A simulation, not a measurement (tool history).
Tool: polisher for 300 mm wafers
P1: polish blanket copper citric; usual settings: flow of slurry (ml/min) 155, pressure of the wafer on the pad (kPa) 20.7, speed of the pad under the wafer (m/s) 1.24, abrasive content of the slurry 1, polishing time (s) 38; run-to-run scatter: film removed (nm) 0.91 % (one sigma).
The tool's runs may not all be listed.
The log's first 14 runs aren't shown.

| run | hour | flow of slurry (ml/min) | pressure of the wafer on the pad (kPa) | speed of the pad under the wafer (m/s) | abrasive content of the slurry | polishing time (s) | film removed (nm) |
|---|---|---|---|---|---|---|---|
| 15 | 204.1 | 155 | 30.3 | 1.24 | 1 | 38 | 136.9 |
| 16 | 216 | 155 | 20.7 | 1.24 | 1 | 38 | 92.902 |
| 17 | 232.7 | 205 | 20.7 | 1.24 | 1 | 38 | 96.939 |
| 18 | 241.2 | 155 | 30.3 | 1.24 | 0.7 | 38 | 126.86 |
| 19 | 258.6 | 155 | 20.7 | 1.24 | 1 | 38 | 93.437 |
| 20 | 275.4 | 155 | 20.7 | 1.24 | 1 | 38 | 92.504 |
| 21 | 283.6 | 155 | 20.7 | 1.24 | 1 | 38 | 91.426 |
| 22 | 300.7 | 155 | 20.7 | 1.24 | 1 | 38 | 90.571 |
| 23 | 315.8 | 155 | 20.7 | 1.24 | 1 | 38 | 86.877 |
| 24 | 330 | 155 | 20.7 | 1.24 | 1 | 38 | 86.387 |
|  | 330.8 | slurry blender recalibrated |
|  | 332.8 | worn pad replaced by a new one |
| 25 | 340.4 | 155 | 20.7 | 1.24 | 1 | 38 | 85.856 |
| 26 | 350.9 | 155 | 20.7 | 1.24 | 1 | 38 | 84.981 |

Forecast run 27:
| 27 | 361 | 155 | 20.7 | 1.24 | 1 | 38 | ? |

Run 27 gave film removed (nm) 86.39.
